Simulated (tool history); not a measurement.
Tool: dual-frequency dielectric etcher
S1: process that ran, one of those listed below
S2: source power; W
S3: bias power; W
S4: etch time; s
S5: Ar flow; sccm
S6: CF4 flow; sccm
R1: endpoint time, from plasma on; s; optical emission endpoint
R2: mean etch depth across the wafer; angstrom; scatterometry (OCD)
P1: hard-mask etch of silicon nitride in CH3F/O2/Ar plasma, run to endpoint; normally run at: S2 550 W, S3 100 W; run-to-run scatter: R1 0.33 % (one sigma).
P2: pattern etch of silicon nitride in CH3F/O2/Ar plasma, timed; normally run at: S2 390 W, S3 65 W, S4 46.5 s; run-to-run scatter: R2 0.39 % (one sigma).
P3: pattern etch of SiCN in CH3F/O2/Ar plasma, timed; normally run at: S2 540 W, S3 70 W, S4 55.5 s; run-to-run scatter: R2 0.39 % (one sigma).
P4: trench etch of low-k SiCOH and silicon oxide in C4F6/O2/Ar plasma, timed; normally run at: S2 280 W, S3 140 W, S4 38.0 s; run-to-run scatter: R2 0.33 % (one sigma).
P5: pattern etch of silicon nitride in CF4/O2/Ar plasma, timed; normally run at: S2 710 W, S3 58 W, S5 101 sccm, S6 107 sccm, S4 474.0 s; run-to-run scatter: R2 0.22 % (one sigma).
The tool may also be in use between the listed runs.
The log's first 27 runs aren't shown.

| run | hour | S1 | S2 | S3 | S4 | S5 | S6 | R1 | R2 |
|---|---|---|---|---|---|---|---|---|---|
| 28 | 272.6 | P3 | 540 | 84 | 55.5 |  |  |  | 248.34 |
| 29 | 280.8 | P1 | 550 | 100 |  |  |  | 35.986 |  |
| 30 | 291.0 | P1 | 370 | 67 |  |  |  | 47.922 |  |
| 31 | 297.4 | P5 | 710 | 58 | 296.0 | 101 | 107 |  | 8411.90 |
| 32 | 307.2 | P4 | 280 | 140 | 38.0 |  |  |  | 963.12 |
| 33 | 316.6 | P4 | 280 | 140 | 38.0 |  |  |  | 961.72 |
| 34 | 328.5 | P1 | 550 | 100 |  |  |  | 35.956 |  |
| 35 | 341.6 | P1 | 550 | 100 |  |  |  | 35.950 |  |
| 36 | 352.3 | P1 | 550 | 100 |  |  |  | 35.366 |  |
| 37 | 358.2 | P1 | 550 | 100 |  |  |  | 35.335 |  |
| 38 | 371.0 | P1 | 550 | 100 |  |  |  | 35.490 |  |
|  | 373.4 | wet clean of the chamber |
| 39 | 377.3 | P1 | 550 | 100 |  |  |  | 35.441 |  |
| 40 | 384.0 | P1 | 550 | 100 |  |  |  | 35.323 |  |

Run 41 comes next. What will it give?
| 41 | 390.2 | P1 | 550 | 100 |  |  |  | ? |  |

R1: 35.331 s
